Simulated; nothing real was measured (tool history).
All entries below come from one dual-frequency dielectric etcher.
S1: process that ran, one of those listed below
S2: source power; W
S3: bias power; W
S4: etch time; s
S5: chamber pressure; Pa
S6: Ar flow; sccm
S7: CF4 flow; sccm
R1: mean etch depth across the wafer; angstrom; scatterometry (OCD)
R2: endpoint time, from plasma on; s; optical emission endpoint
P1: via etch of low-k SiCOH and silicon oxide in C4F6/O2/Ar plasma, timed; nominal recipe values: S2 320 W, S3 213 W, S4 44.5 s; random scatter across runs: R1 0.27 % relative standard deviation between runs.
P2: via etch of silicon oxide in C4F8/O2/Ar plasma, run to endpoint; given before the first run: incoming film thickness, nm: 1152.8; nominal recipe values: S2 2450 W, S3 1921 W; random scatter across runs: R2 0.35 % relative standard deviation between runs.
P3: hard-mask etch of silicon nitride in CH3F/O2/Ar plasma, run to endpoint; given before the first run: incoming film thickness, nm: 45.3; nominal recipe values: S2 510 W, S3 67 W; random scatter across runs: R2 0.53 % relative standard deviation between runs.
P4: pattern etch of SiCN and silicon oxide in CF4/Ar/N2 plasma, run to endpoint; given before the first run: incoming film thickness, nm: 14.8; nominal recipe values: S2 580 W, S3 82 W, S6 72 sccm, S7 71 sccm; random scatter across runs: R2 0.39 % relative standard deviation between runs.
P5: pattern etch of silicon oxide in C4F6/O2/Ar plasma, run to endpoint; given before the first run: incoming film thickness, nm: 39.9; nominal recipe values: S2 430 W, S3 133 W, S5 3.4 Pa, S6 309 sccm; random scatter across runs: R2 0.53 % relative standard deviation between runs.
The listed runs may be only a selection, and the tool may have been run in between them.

run,hour,S1,S2,S3,S4,S5,S6,S7,R1,R2
1,3.2,P1,320,213,44.5,,,,1132.4,
2,7.4,P5,430,133,,3.4,309,,,13.187
3,11.9,P2,2450,1380,,,,,,229.52
4,15.4,P3,510,42,,,,,,69.796
5,20,P4,580,82,,,72,71,,12.866
6,24.1,P1,420,256,44.5,,,,1340.6,
7,28.8,P4,400,82,,,72,71,,17.943
8,32.1,P1,320,213,44.5,,,,1134.3,
9,35.9,P4,580,82,,,53,71,,12.455
10,40.2,P1,320,172,44.5,,,,1057.4,
11,44,P3,510,67,,,,,,60.802
12,49.2,P5,430,133,,3.4,380,,,13.398
13,52.7,P5,600,133,,3.4,309,,,11.607
14,55.8,P4,580,82,,,72,90,,12.58
15,58.6,P4,580,82,,,72,71,,12.97
16,62.1,P4,580,110,,,72,71,,11.81
17,67.4,P1,320,281,44.5,,,,1238.3,
18,70.1,P1,320,213,57,,,,1445.4,
19,73.9,P2,1590,1921,,,,,,248.92
20,77.2,P5,430,133,,4.4,309,,,13.581
21,81.3,P1,320,213,34.5,,,,877.57,
22,84.6,P2,2450,1921,,,,,,209.84
# hour 85: source power generator calibrated
23,89,P1,410,213,44.5,,,,1245.1,
24,92.1,P1,260,213,28.5,,,,671.48,
25,95.8,P5,430,188,,3.4,309,,,11.954
26,99.2,P3,510,67,,,,,,60.328
27,102.7,P1,320,213,44.5,,,,1132.1,
28,108.2,P3,360,67,,,,,,69.455
29,111.3,P1,320,213,44.5,,,,1127,
30,116,P1,240,213,44.5,,,,1015.8,

Forecast run 31:
31,118.8,P1,200,289,44.5,,,,?,

{"run 31": {"R1": 1053.8}}
